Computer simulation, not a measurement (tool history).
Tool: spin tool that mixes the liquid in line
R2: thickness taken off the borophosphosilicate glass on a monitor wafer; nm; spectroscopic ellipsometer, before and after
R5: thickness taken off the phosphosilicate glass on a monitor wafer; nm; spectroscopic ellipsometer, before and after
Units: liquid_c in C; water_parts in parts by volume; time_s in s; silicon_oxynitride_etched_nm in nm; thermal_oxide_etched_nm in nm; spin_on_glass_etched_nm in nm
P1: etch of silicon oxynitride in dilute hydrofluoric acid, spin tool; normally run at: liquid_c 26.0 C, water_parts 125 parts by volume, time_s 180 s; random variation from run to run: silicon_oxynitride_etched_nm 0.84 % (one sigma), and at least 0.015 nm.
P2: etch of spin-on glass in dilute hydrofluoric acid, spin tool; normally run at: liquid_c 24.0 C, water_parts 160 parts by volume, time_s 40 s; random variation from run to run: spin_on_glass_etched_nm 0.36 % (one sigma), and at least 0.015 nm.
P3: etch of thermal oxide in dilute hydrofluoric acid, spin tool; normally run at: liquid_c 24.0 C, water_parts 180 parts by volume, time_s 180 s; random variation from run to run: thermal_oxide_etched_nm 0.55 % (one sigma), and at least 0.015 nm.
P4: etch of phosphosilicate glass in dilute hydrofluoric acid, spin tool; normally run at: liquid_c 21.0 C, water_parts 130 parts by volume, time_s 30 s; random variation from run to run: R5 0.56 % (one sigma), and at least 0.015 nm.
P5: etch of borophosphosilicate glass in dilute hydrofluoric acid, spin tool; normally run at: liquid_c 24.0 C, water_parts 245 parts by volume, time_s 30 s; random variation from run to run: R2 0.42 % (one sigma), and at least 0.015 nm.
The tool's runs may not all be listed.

run 1 day=0.112 | process=P1 liquid_c=26.0 water_parts=125 time_s=180 | silicon_oxynitride_etched_nm=2.6556
run 2 day=0.212 | process=P5 liquid_c=24.0 water_parts=245 time_s=30 | R2=7.2196
run 3 day=0.308 | process=P1 liquid_c=26.0 water_parts=125 time_s=290 | silicon_oxynitride_etched_nm=4.2544
run 4 day=0.408 | process=P3 liquid_c=24.0 water_parts=180 time_s=180 | thermal_oxide_etched_nm=4.1014
run 5 day=0.550 | process=P1 liquid_c=26.0 water_parts=125 time_s=180 | silicon_oxynitride_etched_nm=2.7165
run 6 day=0.725 | process=P5 liquid_c=24.0 water_parts=245 time_s=60 | R2=14.5920
run 7 day=0.871 | process=P3 liquid_c=31.5 water_parts=180 time_s=180 | thermal_oxide_etched_nm=5.3315
run 8 day=1.008 | process=P5 liquid_c=17.0 water_parts=245 time_s=30 | R2=5.5591
run 9 day=1.117 | process=P3 liquid_c=24.0 water_parts=55 time_s=180 | thermal_oxide_etched_nm=15.4700
run 10 day=1.258 | process=P1 liquid_c=26.0 water_parts=55 time_s=180 | silicon_oxynitride_etched_nm=6.4050
run 11 day=1.408 | process=P2 liquid_c=24.0 water_parts=160 time_s=40 | spin_on_glass_etched_nm=8.7548
run 12 day=1.592 | process=P2 liquid_c=24.0 water_parts=250 time_s=40 | spin_on_glass_etched_nm=5.0709
run 13 day=1.671 | process=P4 liquid_c=17.0 water_parts=130 time_s=30 | R5=33.413
run 14 day=1.767 | process=P1 liquid_c=21.0 water_parts=125 time_s=180 | silicon_oxynitride_etched_nm=2.0780
run 15 day=1.954 | process=P4 liquid_c=21.0 water_parts=130 time_s=15 | R5=19.514
run 16 day=2.046 | process=P4 liquid_c=21.0 water_parts=130 time_s=30 | R5=39.134
run 17 day=2.162 | process=P3 liquid_c=24.0 water_parts=180 time_s=270 | thermal_oxide_etched_nm=6.0908
run 18 day=2.246 | process=P2 liquid_c=18.0 water_parts=160 time_s=40 | spin_on_glass_etched_nm=6.9653
run 19 day=2.408 | process=P2 liquid_c=24.0 water_parts=160 time_s=65 | spin_on_glass_etched_nm=14.2020
run 20 day=2.517 | process=P4 liquid_c=21.0 water_parts=35 time_s=30 | R5=162.390
run 21 day=2.629 | process=P2 liquid_c=24.0 water_parts=160 time_s=40 | spin_on_glass_etched_nm=8.7696
run 22 day=2.804 | process=P4 liquid_c=21.0 water_parts=130 time_s=30 | R5=39.059
run 23 day=2.954 | process=P1 liquid_c=26.0 water_parts=55 time_s=355 | silicon_oxynitride_etched_nm=12.7320
run 24 day=3.133 | process=P3 liquid_c=24.0 water_parts=180 time_s=180 | thermal_oxide_etched_nm=4.0873
run 25 day=3.262 | process=P1 liquid_c=26.0 water_parts=180 time_s=180 | silicon_oxynitride_etched_nm=1.7824
run 26 day=3.392 | process=P5 liquid_c=24.0 water_parts=55 time_s=30 | R2=40.0800
run 27 day=3.479 | process=P1 liquid_c=30.5 water_parts=125 time_s=180 | silicon_oxynitride_etched_nm=3.2303
run 28 day=3.592 | process=P1 liquid_c=26.0 water_parts=125 time_s=180 | silicon_oxynitride_etched_nm=2.6453
run 29 day=3.704 | process=P1 liquid_c=26.0 water_parts=125 time_s=90 | silicon_oxynitride_etched_nm=1.3281
run 30 day=3.788 | process=P1 liquid_c=26.0 water_parts=125 time_s=180 | silicon_oxynitride_etched_nm=2.6694
run 31 day=3.950 | process=P1 liquid_c=26.0 water_parts=125 time_s=180 | silicon_oxynitride_etched_nm=2.6606
run 32 day=4.038 | process=P1 liquid_c=26.0 water_parts=125 time_s=180 | silicon_oxynitride_etched_nm=2.5544
run 33 day=4.179 | process=P1 liquid_c=26.0 water_parts=125 time_s=180 | silicon_oxynitride_etched_nm=2.4432
run 34 day=4.271 | process=P1 liquid_c=26.0 water_parts=125 time_s=180 | silicon_oxynitride_etched_nm=2.4006
run 35 day=4.429 | process=P1 liquid_c=26.0 water_parts=125 time_s=180 | silicon_oxynitride_etched_nm=2.4183
run 36 day=4.604 | process=P1 liquid_c=26.0 water_parts=125 time_s=180 | silicon_oxynitride_etched_nm=2.4442
run 37 day=4.767 | process=P1 liquid_c=26.0 water_parts=125 time_s=180 | silicon_oxynitride_etched_nm=2.4076
run 38 day=4.954 | process=P1 liquid_c=26.0 water_parts=125 time_s=180 | silicon_oxynitride_etched_nm=2.3476

What P1 gives has crept away from where it was. These 2 causes fit the log equally well, each at the size given:
A: hydrofluoric acid flow below the setpoint (%) = 8.85
B: liquid colder than its thermometer reads (K) = 2.24
The creep began at about day 3.950.

4 check runs are offered, one wafer each, their results left as question marks. Which one tells the causes apart?
run check 1 day=5.142 | process=P4 liquid_c=17.0 water_parts=60 time_s=30 | R5=?
run check 2 day=5.142 | process=P5 liquid_c=24.0 water_parts=60 time_s=55 | R2=?
run check 3 day=5.142 | process=P2 liquid_c=24.0 water_parts=205 time_s=55 | spin_on_glass_etched_nm=?
run check 4 day=5.142 | process=P3 liquid_c=24.0 water_parts=65 time_s=180 | thermal_oxide_etched_nm=?

What each check would give under each cause:
check=check_1 result=R5 if_A=70.156 if_B=70.259
check=check_2 result=R2 if_A=60.6610 if_B=61.1500
check=check_3 result=spin_on_glass_etched_nm if_A=7.9728 if_B=8.2167
check=check_4 result=thermal_oxide_etched_nm if_A=11.6840 if_B=11.7880
How far apart the two closest causes lie, in the result that separates them most: check 1 0.15 %; check 2 0.8 %; check 3 3.01 %; check 4 0.88 %
Check 3 tells the causes apart: in the others they would give nearly the same result.

Then check 3 was run and gave: spin_on_glass_etched_nm 8.0101 nm. Which cause is it?

It is A: hydrofluoric acid flow below the setpoint (%).
